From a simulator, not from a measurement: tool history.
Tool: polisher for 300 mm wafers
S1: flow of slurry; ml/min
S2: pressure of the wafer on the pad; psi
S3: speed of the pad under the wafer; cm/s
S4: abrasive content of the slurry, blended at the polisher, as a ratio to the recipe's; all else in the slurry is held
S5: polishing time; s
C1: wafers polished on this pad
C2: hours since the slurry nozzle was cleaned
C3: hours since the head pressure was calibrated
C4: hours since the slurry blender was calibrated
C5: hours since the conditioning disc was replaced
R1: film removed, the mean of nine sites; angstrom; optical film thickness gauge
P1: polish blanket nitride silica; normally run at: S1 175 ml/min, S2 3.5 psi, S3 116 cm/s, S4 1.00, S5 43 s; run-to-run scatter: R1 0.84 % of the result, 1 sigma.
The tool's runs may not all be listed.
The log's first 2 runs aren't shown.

Run 3, day 1.233: S1 175 ml/min, S2 3.5 psi, S3 116 cm/s, S4 1.00, S5 43 s; C1 568; C2 157.0; C3 477.0; C4 73.8; C5 105.4. Result: R1 336.12 angstrom.
Run 4, day 1.662: S1 175 ml/min, S2 3.5 psi, S3 116 cm/s, S4 1.00, S5 43 s; C1 722; C2 167.3; C3 487.3; C4 84.1; C5 115.7. Result: R1 332.99 angstrom.
Run 5, day 1.929: S1 260 ml/min, S2 3.5 psi, S3 116 cm/s, S4 1.25, S5 43 s; C1 818; C2 173.7; C3 493.7; C4 90.5; C5 122.1. Result: R1 384.98 angstrom.
Run 6, day 2.229: S1 175 ml/min, S2 3.5 psi, S3 116 cm/s, S4 1.00, S5 43 s; C1 926; C2 180.9; C3 500.9; C4 97.7; C5 129.3. Result: R1 334.79 angstrom.
Run 7, day 2.696: S1 175 ml/min, S2 3.5 psi, S3 116 cm/s, S4 1.00, S5 43 s; C1 1093; C2 192.1; C3 512.1; C4 108.9; C5 140.5. Result: R1 338.03 angstrom.
Run 8, day 2.942: S1 245 ml/min, S2 3.5 psi, S3 116 cm/s, S4 1.00, S5 43 s; C1 1182; C2 198.0; C3 518.0; C4 114.8; C5 146.4. Result: R1 357.03 angstrom.
Run 9, day 3.392: S1 175 ml/min, S2 3.5 psi, S3 158 cm/s, S4 1.00, S5 43 s; C1 1343; C2 208.8; C3 528.8; C4 125.6; C5 157.2. Result: R1 427.61 angstrom.
Run 10, day 3.708: S1 175 ml/min, S2 3.5 psi, S3 116 cm/s, S4 1.45, S5 43 s; C1 1457; C2 216.4; C3 536.4; C4 133.2; C5 164.8. Result: R1 399.00 angstrom.
Run 11, day 3.996: S1 175 ml/min, S2 3.5 psi, S3 116 cm/s, S4 0.55, S5 43 s; C1 1560; C2 223.3; C3 543.3; C4 140.1; C5 171.7. Result: R1 246.65 angstrom.
Run 12, day 4.383: S1 175 ml/min, S2 3.5 psi, S3 64 cm/s, S4 1.00, S5 43 s; C1 1699; C2 232.6; C3 552.6; C4 149.4; C5 181.0. Result: R1 212.01 angstrom.
Run 13, day 4.654: S1 175 ml/min, S2 2.2 psi, S3 116 cm/s, S4 1.00, S5 43 s; C1 1797; C2 239.1; C3 559.1; C4 155.9; C5 187.5. Result: R1 211.54 angstrom.
Run 14, day 5.154: S1 175 ml/min, S2 3.5 psi, S3 116 cm/s, S4 1.00, S5 26 s; C1 1976; C2 251.1; C3 571.1; C4 167.9; C5 199.5. Result: R1 203.55 angstrom.
Run 15, day 5.400: S1 105 ml/min, S2 3.5 psi, S3 116 cm/s, S4 1.00, S5 43 s; C1 2064; C2 257.0; C3 577.0; C4 173.8; C5 205.4. Result: R1 307.85 angstrom.

Forecast run 16:
At day 5.404: slurry nozzle cleaned.
Run 16, day 5.642: S1 175 ml/min, S2 3.5 psi, S3 116 cm/s, S4 1.00, S5 57 s; C1 2151; C2 5.8; C3 582.8; C4 179.6; C5 211.2. Result: R1 ?.

Run 16 gave R1 450.10 angstrom.

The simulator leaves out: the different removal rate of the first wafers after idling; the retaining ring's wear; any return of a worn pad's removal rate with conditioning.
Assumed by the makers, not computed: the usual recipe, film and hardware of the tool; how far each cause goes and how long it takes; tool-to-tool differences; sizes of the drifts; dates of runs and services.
